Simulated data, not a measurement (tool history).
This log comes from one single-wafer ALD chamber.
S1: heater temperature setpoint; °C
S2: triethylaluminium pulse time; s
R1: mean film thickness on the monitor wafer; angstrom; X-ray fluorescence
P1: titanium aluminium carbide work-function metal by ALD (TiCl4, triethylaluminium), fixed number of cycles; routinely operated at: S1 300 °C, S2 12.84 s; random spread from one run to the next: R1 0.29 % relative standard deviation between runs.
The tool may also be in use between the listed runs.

Run 1, hour 12.9: S1 300 °C, S2 12.84 s. Result: R1 20.150 angstrom.
Run 2, hour 21.3: S1 300 °C, S2 20.17 s. Result: R1 20.343 angstrom.
Run 3, hour 31.9: S1 282 °C, S2 17.13 s. Result: R1 18.723 angstrom.
Run 4, hour 44.5: S1 312 °C, S2 12.84 s. Result: R1 21.247 angstrom.
Run 5, hour 54.2: S1 300 °C, S2 12.84 s. Result: R1 20.254 angstrom.
At hour 60.3: triethylaluminium bottle replaced.
Run 6, hour 61.0: S1 300 °C, S2 12.84 s. Result: R1 20.235 angstrom.
Run 7, hour 67.8: S1 278 °C, S2 5.73 s. Result: R1 15.986 angstrom.
Run 8, hour 79.0: S1 300 °C, S2 12.84 s. Result: R1 20.234 angstrom.
Run 9, hour 88.5: S1 300 °C, S2 5.47 s. Result: R1 17.280 angstrom.
Run 10, hour 101.4: S1 277 °C, S2 12.84 s. Result: R1 18.185 angstrom.
Run 11, hour 113.9: S1 300 °C, S2 12.84 s. Result: R1 20.210 angstrom.
Run 12, hour 121.6: S1 300 °C, S2 12.84 s. Result: R1 20.031 angstrom.
Run 13, hour 132.9: S1 300 °C, S2 12.84 s. Result: R1 20.016 angstrom.
Run 14, hour 141.3: S1 300 °C, S2 12.84 s. Result: R1 19.840 angstrom.
Run 15, hour 149.2: S1 300 °C, S2 12.84 s. Result: R1 19.836 angstrom.

What will run 16 give?
Run 16, hour 161.3: S1 300 °C, S2 12.84 s. Result: R1 ?.

{"run 16": {"R1": 19.828}}
